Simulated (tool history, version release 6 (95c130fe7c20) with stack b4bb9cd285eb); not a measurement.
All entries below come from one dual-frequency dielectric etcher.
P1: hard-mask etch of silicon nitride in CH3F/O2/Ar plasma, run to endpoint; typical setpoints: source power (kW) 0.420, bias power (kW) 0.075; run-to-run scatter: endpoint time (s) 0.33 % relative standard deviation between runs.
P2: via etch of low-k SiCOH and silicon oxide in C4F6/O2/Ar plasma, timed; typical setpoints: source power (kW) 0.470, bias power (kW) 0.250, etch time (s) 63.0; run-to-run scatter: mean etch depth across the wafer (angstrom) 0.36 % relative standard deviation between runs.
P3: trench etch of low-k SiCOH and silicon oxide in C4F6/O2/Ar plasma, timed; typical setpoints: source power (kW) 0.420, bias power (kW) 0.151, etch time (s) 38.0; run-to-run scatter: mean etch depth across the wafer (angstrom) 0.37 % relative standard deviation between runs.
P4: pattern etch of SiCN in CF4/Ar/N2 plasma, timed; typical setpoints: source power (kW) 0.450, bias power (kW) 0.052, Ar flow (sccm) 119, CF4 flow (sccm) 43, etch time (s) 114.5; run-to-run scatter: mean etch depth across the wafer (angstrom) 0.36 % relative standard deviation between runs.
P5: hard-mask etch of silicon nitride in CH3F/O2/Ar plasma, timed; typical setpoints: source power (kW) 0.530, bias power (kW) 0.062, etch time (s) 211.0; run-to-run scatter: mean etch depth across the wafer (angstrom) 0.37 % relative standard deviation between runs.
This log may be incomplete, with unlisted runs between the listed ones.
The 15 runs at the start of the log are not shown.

run,day,process that ran,source power (kW),bias power (kW),etch time (s),Ar flow (sccm),CF4 flow (sccm),hours since the last wet clean,hours since the last source power generator calibration,hours since the last bias power generator calibration,endpoint time (s),mean etch depth across the wafer (angstrom)
16,6.029,P4,0.450,0.052,114.5,119,43,230.2,1291.8,1392.7,,769.30
# day 6.200: wet clean of the chamber
17,6.308,P4,0.450,0.052,114.5,119,43,2.6,1298.5,1399.4,,760.42
18,6.679,P4,0.450,0.052,114.5,119,28,11.5,1307.4,1408.3,,701.94
19,7.042,P5,0.530,0.085,211.0,,,20.2,1316.1,1417.0,,1728.10
20,7.288,P4,0.450,0.052,87.0,119,43,26.1,1322.0,1422.9,,577.77
21,7.642,P4,0.450,0.052,114.5,89,43,34.6,1330.5,1431.4,,808.70
22,7.904,P5,0.530,0.062,285.5,,,40.9,1336.8,1437.7,,2096.80
23,8.262,P3,0.420,0.151,23.5,,,49.5,1345.4,1446.3,,699.85
24,8.508,P4,0.450,0.039,114.5,119,43,55.4,1351.3,1452.2,,689.12
25,8.946,P1,0.420,0.100,,,,65.9,1361.8,1462.7,62.366,
26,9.346,P1,0.560,0.051,,,,75.5,1371.4,1472.3,70.557,
27,9.775,P5,0.530,0.062,211.0,,,85.8,1381.7,1482.6,,1542.30
28,10.325,P1,0.420,0.075,,,,99.0,1394.9,1495.8,69.087,
29,10.696,P1,0.420,0.045,,,,107.9,1403.8,1504.7,81.929,
30,11.092,P1,0.550,0.075,,,,117.4,1413.3,1514.2,62.788,
31,11.483,P1,0.280,0.075,,,,126.8,1422.7,1523.6,80.386,
32,11.854,P1,0.420,0.075,,,,135.7,1431.6,1532.5,69.229,

Predict the results of run 33:
33,12.142,P1,0.420,0.075,,,,142.6,1438.5,1539.4,?,

{"run 33": {"endpoint time (s)": 69.217}}

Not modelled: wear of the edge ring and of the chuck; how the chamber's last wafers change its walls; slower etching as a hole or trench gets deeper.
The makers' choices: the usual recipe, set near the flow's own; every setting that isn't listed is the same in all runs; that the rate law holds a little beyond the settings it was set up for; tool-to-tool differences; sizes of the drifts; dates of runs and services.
